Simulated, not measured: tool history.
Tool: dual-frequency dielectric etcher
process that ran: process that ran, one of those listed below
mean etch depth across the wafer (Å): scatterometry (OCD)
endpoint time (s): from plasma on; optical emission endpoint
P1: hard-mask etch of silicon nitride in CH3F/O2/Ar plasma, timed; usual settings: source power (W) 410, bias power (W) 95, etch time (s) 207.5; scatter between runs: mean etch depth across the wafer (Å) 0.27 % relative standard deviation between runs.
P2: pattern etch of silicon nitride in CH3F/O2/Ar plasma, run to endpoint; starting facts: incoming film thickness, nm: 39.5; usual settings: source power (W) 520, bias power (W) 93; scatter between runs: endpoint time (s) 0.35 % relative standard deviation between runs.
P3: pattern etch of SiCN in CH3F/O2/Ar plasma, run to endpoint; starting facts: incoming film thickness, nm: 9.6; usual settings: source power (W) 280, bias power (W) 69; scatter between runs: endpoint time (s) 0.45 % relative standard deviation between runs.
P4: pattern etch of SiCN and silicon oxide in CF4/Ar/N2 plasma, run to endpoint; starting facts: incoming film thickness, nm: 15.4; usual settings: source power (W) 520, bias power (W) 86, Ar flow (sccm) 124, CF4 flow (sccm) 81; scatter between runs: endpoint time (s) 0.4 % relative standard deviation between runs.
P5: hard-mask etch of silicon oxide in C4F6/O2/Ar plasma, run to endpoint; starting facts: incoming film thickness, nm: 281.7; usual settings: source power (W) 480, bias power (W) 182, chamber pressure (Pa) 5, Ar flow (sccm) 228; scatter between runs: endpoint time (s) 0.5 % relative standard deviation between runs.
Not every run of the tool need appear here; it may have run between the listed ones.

run   hour  process that ran  source power (W)  bias power (W)  etch time (s)  chamber pressure (Pa)  Ar flow (sccm)  CF4 flow (sccm)  hours since the last wet clean  hours since the last source power generator calibration  hours since the last bias power generator calibration  mean etch depth across the wafer (Å)  endpoint time (s)
  1      8                P1               410              95          207.5                                                                                   158.1                                                   1779.7                                                  847.1                                1647.1
  2   13.5                P2               520              74                                                                                                  163.6                                                   1785.2                                                  852.6                                                   50.888
  3   19.5                P1               410              95            278                                                                                   169.6                                                   1791.2                                                  858.6                                2195.6
  4     26                P5               280             182                                     5             228                                            176.1                                                   1797.7                                                  865.1                                                   98.927
  5   31.9                P1               310              95            136                                                                                     182                                                   1803.6                                                    871                                973.88
  6   41.4                P1               410              95          207.5                                                                                   191.5                                                   1813.1                                                  880.5                                1633.1
  7   52.3                P5               480             182                                     5             228                                            202.4                                                     1824                                                  891.4                                                   80.476
  8   59.9                P3               190              69                                                                                                    210                                                   1831.6                                                    899                                                   33.779
  9   65.4                P1               410             133            261                                                                                   215.5                                                   1837.1                                                  904.5                                2342.3
 10   71.4                P1               410              95          207.5                                                                                   221.5                                                   1843.1                                                  910.5                                1640.7
 11   81.8                P4               520              86                                                   124               81                           231.9                                                   1853.5                                                  920.9                                                   15.191
 12   92.6                P1               410              95          207.5                                                                                   242.7                                                   1864.3                                                  931.7                                1634.4
 13  101.7                P1               300              95          207.5                                                                                   251.8                                                   1873.4                                                  940.8                                1461.4
 14  108.8                P1               410              95            141                                                                                   258.9                                                   1880.5                                                  947.9                                  1109
 15  115.9                P5               480             182                                     5             140                                              266                                                   1887.6                                                    955                                                   76.867
 16  124.3                P3               280              69                                                                                                  274.4                                                     1896                                                  963.4                                                   29.175
 17  133.6                P1               410              76          207.5                                                                                   283.7                                                   1905.3                                                  972.7                                1515.6
 18  143.5                P4               520              86                                                    79               81                           293.6                                                   1915.2                                                  982.6                                                   14.315
 19  149.1                P1               410             123          207.5                                                                                   299.2                                                   1920.8                                                  988.2                                1800.1
 20  154.1                P4               410              86                                                   124               81                           304.2                                                   1925.8                                                  993.2                                                   18.666
 21  161.2                P1               560              95          207.5                                                                                   311.3                                                   1932.9                                                 1000.3                                  1842
 22  168.4                P1               410              95          207.5                                                                                   318.5                                                   1940.1                                                 1007.5                                1640.7
 23  177.7                P2               700              93                                                                                                  327.8                                                   1949.4                                                 1016.8                                                   41.877
 24  184.6                P3               280              85                                                                                                  334.7                                                   1956.3                                                 1023.7                                                    27.03
 25  192.1                P4               520              86                                                   124              107                           342.2                                                   1963.8                                                 1031.2                                                   14.628
     192.5  -- bias power generator calibrated
 26  202.1                P1               410              95          207.5                                                                                   352.2                                                   1973.8                                                    9.6                                1639.8
 27  210.4                P4               520              86                                                   124               81                           360.5                                                   1982.1                                                   17.9                                                   15.173
 28  220.3                P1               410             116            128                                                                                   370.4                                                     1992                                                   27.8                                1092.4
 29  230.5                P5               480             182                                   6.4             228                                            380.6                                                   2002.2                                                     38                                                   83.218
 30  236.9                P2               520              93                                                                                                    387                                                   2008.6                                                   44.4                                                   46.744
 31  244.7                P4               520              66                                                   124               81                           394.8                                                   2016.4                                                   52.2                                                    16.55
 32  251.7                P5               480             224                                     5             228                                            401.8                                                   2023.4                                                   59.2                                                   75.665
 33    260                P1               410              95          207.5                                                                                   410.1                                                   2031.7                                                   67.5                                1641.8
 34  266.1                P1               410              95          207.5                                                                                   416.2                                                   2037.8                                                   73.6                                1632.5
 35  274.1                P1               410              95          207.5                                                                                   424.2                                                   2045.8                                                   81.6                                1622.9
 36  279.6                P1               410              95          207.5                                                                                   429.7                                                   2051.3                                                   87.1                                1616.6
 37    288                P1               410              95          207.5                                                                                   438.1                                                   2059.7                                                   95.5                                1622.2
       296  -- wet clean of the chamber
 38  296.8                P1               410              95          207.5                                                                                     0.9                                                   2068.5                                                  104.3                                1617.6
 39    302                P1               410              95          207.5                                                                                     6.1                                                   2073.7                                                  109.5                                1610.4
 40  307.6                P1               410              95          207.5                                                                                    11.7                                                   2079.3                                                  115.1                                1612.2
 41  316.7                P1               410              95          207.5                                                                                    20.8                                                   2088.4                                                  124.2                                1622.3
 42  327.5                P1               410              95          207.5                                                                                    31.6                                                   2099.2                                                    135                                1609.9
 43    335                P1               410              95          207.5                                                                                    39.1                                                   2106.7                                                  142.5                                  1611

What P1 gives has crept off from where it sat before. The 2 causes that follow fit the log equally well, each at the size noted:
A: bias power that arrives under what is set, % = 4.42
B: source power that arrives under what is set, % = 4.28
The drift started at roughly hour 260.
The rest of the possible causes, and what rules out each one:
chamber walls in a state that lowers the etch rate, %: serviced at hour 296, after the change had begun; the process did not return to its earlier output

Which of the check runs below tells the causes apart, meaning the causes would give it clearly different results? Each run uses 2 wafers whose results are averaged, and each result is shown as a question mark.
check 1  342.5                P4               520              86                                                   124               81                                                                                                                                                                                                        ?
check 2  342.5                P5               480             182                                     5             228                                                                                                                                                                                                                         ?
check 3  342.5                P2               520              93                                                                                                                                                                                                                                                                               ?
check 4  342.5                P3               280              69                                                                                                                                                                                                                                                                               ?

Outcome of each check run for each possible cause:
  check             result    if A    if B
check 1  endpoint time (s)  15.436   15.79
check 2  endpoint time (s)  81.939  82.189
check 3  endpoint time (s)  47.652  47.673
check 4  endpoint time (s)  29.638  29.643
Gap, in per cent, between the two causes that each check separates least, read from the result that separates them most: check 1 2.27 %; check 2 0.3 %; check 3 0.04 %; check 4 0.02 %
Only in check 1 would the causes give clearly different results; in the remaining checks their results would be nearly the same.

Then check 1 was run and gave: endpoint time (s) 15.734. Which cause is it?

It is B: source power that arrives under what is set, %.
